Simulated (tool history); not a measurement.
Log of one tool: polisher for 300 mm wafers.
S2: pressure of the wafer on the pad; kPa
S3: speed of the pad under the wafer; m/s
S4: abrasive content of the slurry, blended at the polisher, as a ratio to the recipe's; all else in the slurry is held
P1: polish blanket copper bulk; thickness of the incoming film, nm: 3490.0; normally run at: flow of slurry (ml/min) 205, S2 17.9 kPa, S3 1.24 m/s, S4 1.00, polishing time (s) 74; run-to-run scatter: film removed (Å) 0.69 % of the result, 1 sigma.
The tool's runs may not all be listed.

{"run": 1, "hour": 3.9, "flow of slurry (ml/min)": 205, "S2": 17.9, "S3": 1.24, "S4": 1.0, "polishing time (s)": 74, "film removed (Å)": 9120.1}
{"run": 2, "hour": 9.2, "flow of slurry (ml/min)": 205, "S2": 17.9, "S3": 1.24, "S4": 1.25, "polishing time (s)": 74, "film removed (Å)": 9600.9}
{"run": 3, "hour": 14.2, "flow of slurry (ml/min)": 205, "S2": 9.0, "S3": 1.24, "S4": 1.0, "polishing time (s)": 74, "film removed (Å)": 4589.3}
{"run": 4, "hour": 18.3, "flow of slurry (ml/min)": 125, "S2": 17.9, "S3": 1.24, "S4": 1.0, "polishing time (s)": 74, "film removed (Å)": 8509.8}
{"run": 5, "hour": 21.6, "flow of slurry (ml/min)": 205, "S2": 17.9, "S3": 1.24, "S4": 0.55, "polishing time (s)": 74, "film removed (Å)": 8093.3}
{"run": 6, "hour": 27.8, "flow of slurry (ml/min)": 205, "S2": 13.1, "S3": 1.24, "S4": 1.0, "polishing time (s)": 34, "film removed (Å)": 3110.1}
{"run": 7, "hour": 31.7, "flow of slurry (ml/min)": 205, "S2": 17.9, "S3": 1.24, "S4": 1.0, "polishing time (s)": 43, "film removed (Å)": 5416.6}
{"hour": 33.2, "done": "slurry blender recalibrated"}
{"run": 8, "hour": 38.3, "flow of slurry (ml/min)": 205, "S2": 17.9, "S3": 1.24, "S4": 1.0, "polishing time (s)": 111, "film removed (Å)": 13609.0}
{"run": 9, "hour": 41.4, "flow of slurry (ml/min)": 205, "S2": 17.9, "S3": 1.62, "S4": 1.0, "polishing time (s)": 74, "film removed (Å)": 12071.0}
{"run": 10, "hour": 45.6, "flow of slurry (ml/min)": 205, "S2": 17.9, "S3": 1.24, "S4": 1.0, "polishing time (s)": 74, "film removed (Å)": 9300.8}
{"run": 11, "hour": 49.2, "flow of slurry (ml/min)": 280, "S2": 17.9, "S3": 1.24, "S4": 1.0, "polishing time (s)": 74, "film removed (Å)": 9600.1}
{"run": 12, "hour": 55.1, "flow of slurry (ml/min)": 205, "S2": 17.9, "S3": 1.24, "S4": 1.0, "polishing time (s)": 74, "film removed (Å)": 9116.5}
{"run": 13, "hour": 61.4, "flow of slurry (ml/min)": 205, "S2": 17.9, "S3": 0.7, "S4": 1.0, "polishing time (s)": 74, "film removed (Å)": 5172.7}
{"run": 14, "hour": 66.7, "flow of slurry (ml/min)": 205, "S2": 22.8, "S3": 1.24, "S4": 1.0, "polishing time (s)": 74, "film removed (Å)": 11709.0}
{"hour": 69.9, "done": "slurry nozzle cleaned"}
{"run": 15, "hour": 71.7, "flow of slurry (ml/min)": 205, "S2": 17.9, "S3": 1.24, "S4": 1.35, "polishing time (s)": 43, "film removed (Å)": 5758.3}
{"run": 16, "hour": 77.5, "flow of slurry (ml/min)": 205, "S2": 17.9, "S3": 1.24, "S4": 1.0, "polishing time (s)": 74, "film removed (Å)": 9276.3}
{"run": 17, "hour": 82.2, "flow of slurry (ml/min)": 205, "S2": 17.9, "S3": 1.24, "S4": 1.0, "polishing time (s)": 74, "film removed (Å)": 9192.5}
{"run": 18, "hour": 86.9, "flow of slurry (ml/min)": 205, "S2": 17.9, "S3": 1.24, "S4": 1.0, "polishing time (s)": 74, "film removed (Å)": 9234.3}
{"run": 19, "hour": 91.9, "flow of slurry (ml/min)": 205, "S2": 17.9, "S3": 1.24, "S4": 1.0, "polishing time (s)": 74, "film removed (Å)": 8945.8}
{"run": 20, "hour": 97.2, "flow of slurry (ml/min)": 205, "S2": 17.9, "S3": 1.24, "S4": 1.0, "polishing time (s)": 74, "film removed (Å)": 8893.8}
{"run": 21, "hour": 103.4, "flow of slurry (ml/min)": 205, "S2": 17.9, "S3": 1.24, "S4": 1.0, "polishing time (s)": 74, "film removed (Å)": 8775.6}

The next listed run, before its measurement:
{"hour": 106.0, "done": "head pressure recalibrated"}
{"hour": 107.3, "done": "slurry blender recalibrated"}
{"run": 22, "hour": 108.7, "flow of slurry (ml/min)": 205, "S2": 17.9, "S3": 1.24, "S4": 1.0, "polishing time (s)": 74, "film removed (Å)": "?"}

Run 22 gave film removed (Å) 8702.8.
